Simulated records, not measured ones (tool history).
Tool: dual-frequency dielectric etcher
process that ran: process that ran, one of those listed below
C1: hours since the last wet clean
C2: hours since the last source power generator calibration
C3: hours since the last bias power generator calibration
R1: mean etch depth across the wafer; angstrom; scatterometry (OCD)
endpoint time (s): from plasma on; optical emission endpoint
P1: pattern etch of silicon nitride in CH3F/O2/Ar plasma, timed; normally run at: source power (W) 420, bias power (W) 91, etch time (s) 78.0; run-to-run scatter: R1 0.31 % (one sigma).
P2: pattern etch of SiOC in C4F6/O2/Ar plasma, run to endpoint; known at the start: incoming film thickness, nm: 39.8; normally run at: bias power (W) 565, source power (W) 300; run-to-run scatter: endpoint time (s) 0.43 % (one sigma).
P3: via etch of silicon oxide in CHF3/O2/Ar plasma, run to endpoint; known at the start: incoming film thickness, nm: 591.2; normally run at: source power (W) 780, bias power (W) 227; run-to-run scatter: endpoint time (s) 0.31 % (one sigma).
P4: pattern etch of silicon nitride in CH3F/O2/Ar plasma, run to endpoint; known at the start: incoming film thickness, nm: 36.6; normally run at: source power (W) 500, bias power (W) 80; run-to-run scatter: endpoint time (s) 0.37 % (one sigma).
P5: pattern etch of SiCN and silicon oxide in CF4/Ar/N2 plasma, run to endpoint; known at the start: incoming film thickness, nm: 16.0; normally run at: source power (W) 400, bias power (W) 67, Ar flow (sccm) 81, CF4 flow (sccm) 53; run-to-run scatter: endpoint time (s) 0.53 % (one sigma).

{"run": 1, "hour": 7.4, "process that ran": "P1", "source power (W)": 420, "bias power (W)": 91, "etch time (s)": 78.0, "C1": 314.4, "C2": 2892.0, "C3": 623.5, "R1": 597.2}
{"run": 2, "hour": 12.8, "process that ran": "P2", "source power (W)": 300, "bias power (W)": 565, "C1": 319.8, "C2": 2897.4, "C3": 628.9, "endpoint time (s)": 14.365}
{"run": 3, "hour": 21.9, "process that ran": "P1", "source power (W)": 420, "bias power (W)": 91, "etch time (s)": 115.0, "C1": 328.9, "C2": 2906.5, "C3": 638.0, "R1": 880.93}
{"run": 4, "hour": 28.4, "process that ran": "P5", "source power (W)": 400, "bias power (W)": 67, "Ar flow (sccm)": 81, "CF4 flow (sccm)": 53, "C1": 335.4, "C2": 2913.0, "C3": 644.5, "endpoint time (s)": 21.32}
{"run": 5, "hour": 35.8, "process that ran": "P5", "source power (W)": 500, "bias power (W)": 67, "Ar flow (sccm)": 81, "CF4 flow (sccm)": 53, "C1": 342.8, "C2": 2920.4, "C3": 651.9, "endpoint time (s)": 17.536}
{"run": 6, "hour": 42.4, "process that ran": "P1", "source power (W)": 420, "bias power (W)": 91, "etch time (s)": 78.0, "C1": 349.4, "C2": 2927.0, "C3": 658.5, "R1": 594.98}
{"run": 7, "hour": 47.0, "process that ran": "P1", "source power (W)": 420, "bias power (W)": 91, "etch time (s)": 47.0, "C1": 354.0, "C2": 2931.6, "C3": 663.1, "R1": 360.42}
{"run": 8, "hour": 55.5, "process that ran": "P1", "source power (W)": 420, "bias power (W)": 91, "etch time (s)": 78.0, "C1": 362.5, "C2": 2940.1, "C3": 671.6, "R1": 595.55}
{"run": 9, "hour": 62.8, "process that ran": "P5", "source power (W)": 400, "bias power (W)": 67, "Ar flow (sccm)": 48, "CF4 flow (sccm)": 53, "C1": 369.8, "C2": 2947.4, "C3": 678.9, "endpoint time (s)": 19.851}
{"run": 10, "hour": 67.1, "process that ran": "P3", "source power (W)": 1110, "bias power (W)": 227, "C1": 374.1, "C2": 2951.7, "C3": 683.2, "endpoint time (s)": 217.58}
{"run": 11, "hour": 74.7, "process that ran": "P1", "source power (W)": 420, "bias power (W)": 91, "etch time (s)": 78.0, "C1": 381.7, "C2": 2959.3, "C3": 690.8, "R1": 597.9}
{"run": 12, "hour": 81.0, "process that ran": "P1", "source power (W)": 420, "bias power (W)": 70, "etch time (s)": 78.0, "C1": 388.0, "C2": 2965.6, "C3": 697.1, "R1": 543.05}
{"run": 13, "hour": 86.7, "process that ran": "P1", "source power (W)": 550, "bias power (W)": 91, "etch time (s)": 78.0, "C1": 393.7, "C2": 2971.3, "C3": 702.8, "R1": 660.67}
{"run": 14, "hour": 92.5, "process that ran": "P5", "source power (W)": 400, "bias power (W)": 67, "Ar flow (sccm)": 81, "CF4 flow (sccm)": 53, "C1": 399.5, "C2": 2977.1, "C3": 708.6, "endpoint time (s)": 21.304}
{"run": 15, "hour": 100.8, "process that ran": "P5", "source power (W)": 400, "bias power (W)": 67, "Ar flow (sccm)": 81, "CF4 flow (sccm)": 43, "C1": 407.8, "C2": 2985.4, "C3": 716.9, "endpoint time (s)": 22.048}
{"run": 16, "hour": 108.3, "process that ran": "P5", "source power (W)": 400, "bias power (W)": 80, "Ar flow (sccm)": 81, "CF4 flow (sccm)": 53, "C1": 415.3, "C2": 2992.9, "C3": 724.4, "endpoint time (s)": 20.067}
{"hour": 108.6, "done": "source power generator calibrated"}
{"run": 17, "hour": 112.7, "process that ran": "P1", "source power (W)": 420, "bias power (W)": 117, "etch time (s)": 46.5, "C1": 419.7, "C2": 4.1, "C3": 728.8, "R1": 389.56}
{"run": 18, "hour": 118.1, "process that ran": "P1", "source power (W)": 310, "bias power (W)": 91, "etch time (s)": 97.0, "C1": 425.1, "C2": 9.5, "C3": 734.2, "R1": 660.38}
{"run": 19, "hour": 124.0, "process that ran": "P2", "source power (W)": 390, "bias power (W)": 565, "C1": 431.0, "C2": 15.4, "C3": 740.1, "endpoint time (s)": 13.093}
{"run": 20, "hour": 132.4, "process that ran": "P3", "source power (W)": 780, "bias power (W)": 313, "C1": 439.4, "C2": 23.8, "C3": 748.5, "endpoint time (s)": 221.97}
{"run": 21, "hour": 142.0, "process that ran": "P2", "source power (W)": 300, "bias power (W)": 565, "C1": 449.0, "C2": 33.4, "C3": 758.1, "endpoint time (s)": 14.337}
{"run": 22, "hour": 151.7, "process that ran": "P4", "source power (W)": 590, "bias power (W)": 80, "C1": 458.7, "C2": 43.1, "C3": 767.8, "endpoint time (s)": 45.297}
{"run": 23, "hour": 159.0, "process that ran": "P1", "source power (W)": 260, "bias power (W)": 91, "etch time (s)": 78.0, "C1": 466.0, "C2": 50.4, "C3": 775.1, "R1": 500.17}
{"run": 24, "hour": 168.7, "process that ran": "P4", "source power (W)": 500, "bias power (W)": 113, "C1": 475.7, "C2": 60.1, "C3": 784.8, "endpoint time (s)": 42.435}
{"run": 25, "hour": 172.9, "process that ran": "P3", "source power (W)": 780, "bias power (W)": 227, "C1": 479.9, "C2": 64.3, "C3": 789.0, "endpoint time (s)": 248.62}
{"run": 26, "hour": 181.9, "process that ran": "P4", "source power (W)": 500, "bias power (W)": 80, "C1": 488.9, "C2": 73.3, "C3": 798.0, "endpoint time (s)": 48.056}
{"run": 27, "hour": 191.5, "process that ran": "P1", "source power (W)": 420, "bias power (W)": 110, "etch time (s)": 78.0, "C1": 498.5, "C2": 82.9, "C3": 807.6, "R1": 636.98}
{"run": 28, "hour": 201.1, "process that ran": "P2", "source power (W)": 300, "bias power (W)": 723, "C1": 508.1, "C2": 92.5, "C3": 817.2, "endpoint time (s)": 13.116}
{"run": 29, "hour": 210.8, "process that ran": "P1", "source power (W)": 420, "bias power (W)": 91, "etch time (s)": 78.0, "C1": 517.8, "C2": 102.2, "C3": 826.9, "R1": 595.86}
{"run": 30, "hour": 215.3, "process that ran": "P1", "source power (W)": 420, "bias power (W)": 91, "etch time (s)": 78.0, "C1": 522.3, "C2": 106.7, "C3": 831.4, "R1": 594.02}
{"run": 31, "hour": 224.1, "process that ran": "P1", "source power (W)": 420, "bias power (W)": 91, "etch time (s)": 78.0, "C1": 531.1, "C2": 115.5, "C3": 840.2, "R1": 587.8}
{"run": 32, "hour": 228.8, "process that ran": "P1", "source power (W)": 420, "bias power (W)": 91, "etch time (s)": 78.0, "C1": 535.8, "C2": 120.2, "C3": 844.9, "R1": 587.01}
{"run": 33, "hour": 236.6, "process that ran": "P1", "source power (W)": 420, "bias power (W)": 91, "etch time (s)": 78.0, "C1": 543.6, "C2": 128.0, "C3": 852.7, "R1": 585.71}
{"hour": 239.4, "done": "wet clean of the chamber"}
{"run": 34, "hour": 244.9, "process that ran": "P1", "source power (W)": 420, "bias power (W)": 91, "etch time (s)": 78.0, "C1": 5.5, "C2": 136.3, "C3": 861.0, "R1": 585.4}
{"run": 35, "hour": 250.2, "process that ran": "P1", "source power (W)": 420, "bias power (W)": 91, "etch time (s)": 78.0, "C1": 10.8, "C2": 141.6, "C3": 866.3, "R1": 584.62}
{"run": 36, "hour": 254.9, "process that ran": "P1", "source power (W)": 420, "bias power (W)": 91, "etch time (s)": 78.0, "C1": 15.5, "C2": 146.3, "C3": 871.0, "R1": 584.19}

What P1 gives has crept away from where it was. These 2 causes fit the log equally well, each at the size given:
A: source power that arrives under what is set, % = 4.52
B: bias power that arrives under what is set, % = 4.73
The creep began at about hour 210.8.
Why every other cause is out:
chamber walls in a state that lowers the etch rate, %: serviced at hour 239.4, which brought nothing back

4 check runs are offered, each on 3 wafers whose results are averaged, their results left as question marks. Which one tells the causes apart?
{"run": "check 1", "hour": 259.6, "process that ran": "P2", "source power (W)": 350, "bias power (W)": 664, "endpoint time (s)": "?"}
{"run": "check 2", "hour": 259.6, "process that ran": "P4", "source power (W)": 500, "bias power (W)": 110, "endpoint time (s)": "?"}
{"run": "check 3", "hour": 259.6, "process that ran": "P5", "source power (W)": 400, "bias power (W)": 67, "Ar flow (sccm)": 49, "CF4 flow (sccm)": 53, "endpoint time (s)": "?"}
{"run": "check 4", "hour": 259.6, "process that ran": "P3", "source power (W)": 1090, "bias power (W)": 298, "endpoint time (s)": "?"}

What each check would give under each cause:
check=check_1 result=endpoint_time_(s) if_A=13.012 if_B=13.038
check=check_2 result=endpoint_time_(s) if_A=43.583 if_B=43.607
check=check_3 result=endpoint_time_(s) if_A=20.628 if_B=20.099
check=check_4 result=endpoint_time_(s) if_A=203.210 if_B=203.160
How far apart the two closest causes lie, in the result that separates them most: check 1 0.2 %; check 2 0.06 %; check 3 2.6 %; check 4 0.02 %
Check 3 tells the causes apart: in the others they would give nearly the same result.

Check 3 was then run and gave: endpoint time (s) 20.670. Which cause is it?

It is A: source power that arrives under what is set, %.

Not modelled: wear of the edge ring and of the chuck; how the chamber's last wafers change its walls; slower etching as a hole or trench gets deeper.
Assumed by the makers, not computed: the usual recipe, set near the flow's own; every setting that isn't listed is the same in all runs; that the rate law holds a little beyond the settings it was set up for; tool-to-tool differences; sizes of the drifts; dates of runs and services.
